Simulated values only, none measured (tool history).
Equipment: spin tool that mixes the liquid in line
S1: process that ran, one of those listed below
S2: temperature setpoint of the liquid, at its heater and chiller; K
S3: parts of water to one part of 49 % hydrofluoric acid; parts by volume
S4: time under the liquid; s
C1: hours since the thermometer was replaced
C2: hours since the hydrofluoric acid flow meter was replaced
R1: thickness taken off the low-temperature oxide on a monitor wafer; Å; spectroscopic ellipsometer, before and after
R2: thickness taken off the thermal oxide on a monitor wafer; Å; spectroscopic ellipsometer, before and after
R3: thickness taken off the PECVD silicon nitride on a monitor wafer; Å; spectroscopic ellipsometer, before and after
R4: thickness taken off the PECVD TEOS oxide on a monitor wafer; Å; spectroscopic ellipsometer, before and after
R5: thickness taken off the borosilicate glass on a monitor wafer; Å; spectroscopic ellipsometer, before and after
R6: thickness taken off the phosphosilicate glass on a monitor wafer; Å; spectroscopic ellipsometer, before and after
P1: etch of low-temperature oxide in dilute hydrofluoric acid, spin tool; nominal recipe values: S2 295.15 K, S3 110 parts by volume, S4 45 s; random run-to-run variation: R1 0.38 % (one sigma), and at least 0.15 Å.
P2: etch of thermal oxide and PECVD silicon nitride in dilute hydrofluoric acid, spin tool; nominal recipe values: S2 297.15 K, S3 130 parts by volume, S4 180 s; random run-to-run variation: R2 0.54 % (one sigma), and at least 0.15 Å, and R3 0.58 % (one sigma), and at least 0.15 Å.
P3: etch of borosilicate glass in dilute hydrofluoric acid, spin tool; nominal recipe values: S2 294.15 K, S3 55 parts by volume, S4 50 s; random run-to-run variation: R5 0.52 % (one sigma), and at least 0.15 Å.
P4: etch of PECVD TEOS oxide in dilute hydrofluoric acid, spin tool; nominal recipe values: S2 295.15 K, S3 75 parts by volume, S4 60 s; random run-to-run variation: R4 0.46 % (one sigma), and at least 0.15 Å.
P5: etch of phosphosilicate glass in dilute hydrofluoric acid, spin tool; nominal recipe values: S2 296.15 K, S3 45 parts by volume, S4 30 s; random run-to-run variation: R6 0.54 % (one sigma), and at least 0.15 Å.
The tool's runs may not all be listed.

run,day,S1,S2,S3,S4,C1,C2,R1,R2,R3,R4,R5,R6
1,0.467,P1,295.15,110,45,553.9,293.4,131.3,,,,,
2,0.888,P1,295.15,110,45,564,303.5,131.46,,,,,
3,1.192,P1,295.15,110,85,571.3,310.8,248.37,,,,,
4,1.579,P1,290.15,110,45,580.6,320.1,107.69,,,,,
5,1.833,P2,297.15,130,180,586.7,326.2,,64.345,42.426,,,
6,2.254,P1,299.65,110,45,596.8,336.3,157.66,,,,,
7,2.683,P2,297.15,130,15,607.1,346.6,,5.2451,3.3708,,,
# day 2.992: hydrofluoric acid flow meter replaced
8,3.012,P4,295.15,75,60,615,0.6,,,,207.22,,
9,3.35,P2,301.15,130,180,623.1,8.7,,73.934,54.127,,,
10,3.558,P4,295.15,75,95,628.1,13.7,,,,326.2,,
11,4.004,P4,295.15,135,60,638.8,24.4,,,,106.15,,
12,4.379,P4,299.15,75,60,647.8,33.4,,,,242.66,,
13,4.708,P3,290.15,55,50,655.7,41.3,,,,,118.08,
14,5.038,P5,296.15,75,30,663.6,49.2,,,,,,577.23
15,5.4,P5,296.15,45,30,672.3,57.9,,,,,,982.18
16,5.867,P3,294.15,55,100,683.5,69.1,,,,,278.74,
17,6.279,P1,295.15,110,45,693.4,79,132.74,,,,,
18,6.562,P1,300.15,160,45,700.2,85.8,103.84,,,,,
19,6.788,P3,294.15,100,50,705.6,91.2,,,,,72.476,
20,7.092,P1,295.15,110,20,712.9,98.5,58.299,,,,,
21,7.554,P1,295.15,70,45,724,109.6,216.63,,,,,
22,7.958,P3,294.15,55,50,733.7,119.3,,,,,138.59,
23,8.354,P5,296.15,45,15,743.2,128.8,,,,,,491.99
24,8.775,P1,295.15,110,45,753.3,138.9,132.38,,,,,

Run 25 comes next. What will it give?
25,9.221,P1,303.15,20,45,764,149.6,?,,,,,

R1: 1131.6 Å
